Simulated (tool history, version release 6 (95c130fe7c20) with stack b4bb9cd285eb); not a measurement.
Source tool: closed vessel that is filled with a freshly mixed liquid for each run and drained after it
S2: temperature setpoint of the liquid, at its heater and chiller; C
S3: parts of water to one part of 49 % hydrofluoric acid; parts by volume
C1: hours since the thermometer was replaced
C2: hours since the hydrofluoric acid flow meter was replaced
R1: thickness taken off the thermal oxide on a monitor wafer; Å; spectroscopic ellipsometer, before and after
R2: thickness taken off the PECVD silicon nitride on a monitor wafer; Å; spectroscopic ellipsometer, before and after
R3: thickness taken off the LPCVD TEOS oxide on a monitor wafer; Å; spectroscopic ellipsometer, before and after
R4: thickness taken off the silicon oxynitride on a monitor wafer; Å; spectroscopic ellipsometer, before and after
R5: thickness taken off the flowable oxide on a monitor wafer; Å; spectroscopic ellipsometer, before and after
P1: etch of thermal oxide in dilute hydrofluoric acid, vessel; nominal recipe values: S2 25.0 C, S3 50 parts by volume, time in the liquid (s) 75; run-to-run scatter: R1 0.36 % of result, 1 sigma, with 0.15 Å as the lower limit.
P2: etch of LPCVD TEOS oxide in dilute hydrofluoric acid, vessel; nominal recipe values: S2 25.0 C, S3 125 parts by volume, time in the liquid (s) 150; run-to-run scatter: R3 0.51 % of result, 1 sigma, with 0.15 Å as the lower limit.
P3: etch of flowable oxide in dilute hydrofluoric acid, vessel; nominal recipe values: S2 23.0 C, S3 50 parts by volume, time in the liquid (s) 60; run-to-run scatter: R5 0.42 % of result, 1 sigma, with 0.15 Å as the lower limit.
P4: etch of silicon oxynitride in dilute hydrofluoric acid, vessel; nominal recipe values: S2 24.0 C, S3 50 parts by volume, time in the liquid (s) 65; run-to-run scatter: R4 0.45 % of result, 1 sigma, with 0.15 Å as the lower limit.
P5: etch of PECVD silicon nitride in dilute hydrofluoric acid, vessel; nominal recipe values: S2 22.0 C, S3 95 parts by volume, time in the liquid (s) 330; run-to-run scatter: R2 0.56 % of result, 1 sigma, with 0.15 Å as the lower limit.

run 1 day=0.467 | process_that_ran=P1 S2=25.0 S3=50 time_in_the_liquid_(s)=75 | C1=1431.3 C2=815.6 | R1=79.892
run 2 day=0.804 | process_that_ran=P5 S2=22.0 S3=95 time_in_the_liquid_(s)=50 | C1=1439.4 C2=823.7 | R2=25.54
run 3 day=1.350 | process_that_ran=P5 S2=18.5 S3=95 time_in_the_liquid_(s)=330 | C1=1452.5 C2=836.8 | R2=132.44
run 4 day=1.925 | process_that_ran=P2 S2=25.0 S3=45 time_in_the_liquid_(s)=150 | C1=1466.3 C2=850.6 | R3=1207.30
run 5 day=2.608 | process_that_ran=P2 S2=25.0 S3=125 time_in_the_liquid_(s)=150 | C1=1482.7 C2=867.0 | R3=394.44
run 6 day=3.062 | process_that_ran=P5 S2=22.0 S3=55 time_in_the_liquid_(s)=330 | C1=1493.6 C2=877.9 | R2=288.05
run 7 day=3.429 | process_that_ran=P1 S2=25.0 S3=50 time_in_the_liquid_(s)=75 | C1=1502.4 C2=886.7 | R1=79.272
run 8 day=3.904 | process_that_ran=P2 S2=32.0 S3=125 time_in_the_liquid_(s)=150 | C1=1513.8 C2=898.1 | R3=513.57
run 9 day=4.483 | process_that_ran=P4 S2=24.0 S3=50 time_in_the_liquid_(s)=30 | C1=1527.7 C2=912.0 | R4=20.378
run 10 day=5.188 | process_that_ran=P3 S2=23.0 S3=20 time_in_the_liquid_(s)=60 | C1=1544.6 C2=928.9 | R5=908.64
run 11 day=5.762 | process_that_ran=P1 S2=25.0 S3=50 time_in_the_liquid_(s)=30 | C1=1558.4 C2=942.7 | R1=31.917
run 12 day=6.112 | process_that_ran=P5 S2=22.0 S3=95 time_in_the_liquid_(s)=330 | C1=1566.8 C2=951.1 | R2=166.91
run 13 day=6.583 | process_that_ran=P1 S2=25.0 S3=50 time_in_the_liquid_(s)=75 | C1=1578.1 C2=962.4 | R1=79.367
run 14 day=6.929 | process_that_ran=P1 S2=25.0 S3=50 time_in_the_liquid_(s)=75 | C1=1586.4 C2=970.7 | R1=79.383
run 15 day=7.558 | process_that_ran=P4 S2=19.5 S3=50 time_in_the_liquid_(s)=65 | C1=1601.5 C2=985.8 | R4=35.877
run 16 day=8.158 | process_that_ran=P1 S2=25.0 S3=85 time_in_the_liquid_(s)=75 | C1=1615.9 C2=1000.2 | R1=45.046
run 17 day=8.512 | process_that_ran=P4 S2=24.0 S3=50 time_in_the_liquid_(s)=65 | C1=1624.4 C2=1008.7 | R4=44.759
run 18 day=9.121 | process_that_ran=P3 S2=23.0 S3=50 time_in_the_liquid_(s)=60 | C1=1639.0 C2=1023.3 | R5=351.32
run 19 day=9.638 | process_that_ran=P4 S2=24.0 S3=50 time_in_the_liquid_(s)=65 | C1=1651.4 C2=1035.7 | R4=44.730
run 20 day=10.067 | process_that_ran=P3 S2=23.0 S3=50 time_in_the_liquid_(s)=115 | C1=1661.7 C2=1046.0 | R5=676.76
run 21 day=10.429 | process_that_ran=P1 S2=30.0 S3=50 time_in_the_liquid_(s)=75 | C1=1670.4 C2=1054.7 | R1=97.680
run 22 day=10.962 | process_that_ran=P3 S2=31.0 S3=50 time_in_the_liquid_(s)=60 | C1=1683.2 C2=1067.5 | R5=483.24
-- day=10.992 hydrofluoric acid flow meter replaced
run 23 day=11.562 | process_that_ran=P1 S2=25.0 S3=50 time_in_the_liquid_(s)=150 | C1=1697.6 C2=13.8 | R1=158.360
run 24 day=11.904 | process_that_ran=P2 S2=25.0 S3=125 time_in_the_liquid_(s)=40 | C1=1705.8 C2=22.0 | R3=105.35
run 25 day=12.496 | process_that_ran=P5 S2=22.0 S3=95 time_in_the_liquid_(s)=330 | C1=1720.0 C2=36.2 | R2=168.35
run 26 day=13.054 | process_that_ran=P1 S2=30.5 S3=90 time_in_the_liquid_(s)=75 | C1=1733.4 C2=49.6 | R1=51.762
run 27 day=13.738 | process_that_ran=P1 S2=25.0 S3=20 time_in_the_liquid_(s)=75 | C1=1749.8 C2=66.0 | R1=205.970
run 28 day=14.050 | process_that_ran=P1 S2=19.0 S3=50 time_in_the_liquid_(s)=75 | C1=1757.3 C2=73.5 | R1=62.197
run 29 day=14.654 | process_that_ran=P4 S2=24.0 S3=75 time_in_the_liquid_(s)=65 | C1=1771.8 C2=88.0 | R4=29.267
run 30 day=15.162 | process_that_ran=P1 S2=25.0 S3=50 time_in_the_liquid_(s)=75 | C1=1784.0 C2=100.2 | R1=79.717
run 31 day=15.696 | process_that_ran=P1 S2=25.0 S3=50 time_in_the_liquid_(s)=75 | C1=1796.8 C2=113.0 | R1=79.447
run 32 day=16.196 | process_that_ran=P1 S2=25.0 S3=50 time_in_the_liquid_(s)=75 | C1=1808.8 C2=125.0 | R1=77.051
run 33 day=16.583 | process_that_ran=P1 S2=25.0 S3=50 time_in_the_liquid_(s)=75 | C1=1818.1 C2=134.3 | R1=74.884
run 34 day=16.988 | process_that_ran=P1 S2=25.0 S3=50 time_in_the_liquid_(s)=75 | C1=1827.8 C2=144.0 | R1=74.302
run 35 day=17.446 | process_that_ran=P1 S2=25.0 S3=50 time_in_the_liquid_(s)=75 | C1=1838.8 C2=155.0 | R1=73.513
run 36 day=17.917 | process_that_ran=P1 S2=25.0 S3=50 time_in_the_liquid_(s)=75 | C1=1850.1 C2=166.3 | R1=72.623
run 37 day=18.454 | process_that_ran=P1 S2=25.0 S3=50 time_in_the_liquid_(s)=75 | C1=1863.0 C2=179.2 | R1=72.440
run 38 day=18.767 | process_that_ran=P1 S2=25.0 S3=50 time_in_the_liquid_(s)=75 | C1=1870.5 C2=186.7 | R1=72.683
run 39 day=19.312 | process_that_ran=P1 S2=25.0 S3=50 time_in_the_liquid_(s)=75 | C1=1883.6 C2=199.8 | R1=72.019
run 40 day=19.908 | process_that_ran=P1 S2=25.0 S3=50 time_in_the_liquid_(s)=75 | C1=1897.9 C2=214.1 | R1=71.902
run 41 day=20.250 | process_that_ran=P1 S2=25.0 S3=50 time_in_the_liquid_(s)=75 | C1=1906.1 C2=222.3 | R1=71.585

The output of P1 has drifted from where it used to be. Each of the 2 causes below, taken at the size shown beside it, accounts for the log equally well:
A: liquid colder than its thermometer reads (K) = 2.45
B: hydrofluoric acid flow below the setpoint (%) = 8.98
The drift started at roughly day 15.696.

The check runs listed below each take one wafer, and their results are still question marks. Under which run would the listed causes lead to clearly different results?
run check 1 day=20.592 | process_that_ran=P4 S2=24.0 S3=70 time_in_the_liquid_(s)=35 | R4=?
run check 2 day=20.592 | process_that_ran=P3 S2=28.0 S3=50 time_in_the_liquid_(s)=110 | R5=?
run check 3 day=20.592 | process_that_ran=P2 S2=32.0 S3=55 time_in_the_liquid_(s)=150 | R3=?
run check 4 day=20.592 | process_that_ran=P5 S2=22.0 S3=60 time_in_the_liquid_(s)=95 | R2=?

Outcome of each check run for each possible cause:
check=check_1 result=R4 if_A=15.075 if_B=15.367
check=check_2 result=R5 if_A=713.30 if_B=711.46
check=check_3 result=R3 if_A=1177.60 if_B=1168.60
check=check_4 result=R2 if_A=64.064 if_B=69.154
Per check, the gap between the least separated pair of causes, taken in the result that splits them most: check 1 1.92 %; check 2 0.26 %; check 3 0.77 %; check 4 7.64 %
The causes can be told apart only by check 4. The other checks would give nearly the same results under each of them.

Running check 4 produced the following: R2 64.903 Å. Which one of the listed causes fits?

A is the cause: liquid colder than its thermometer reads (K).

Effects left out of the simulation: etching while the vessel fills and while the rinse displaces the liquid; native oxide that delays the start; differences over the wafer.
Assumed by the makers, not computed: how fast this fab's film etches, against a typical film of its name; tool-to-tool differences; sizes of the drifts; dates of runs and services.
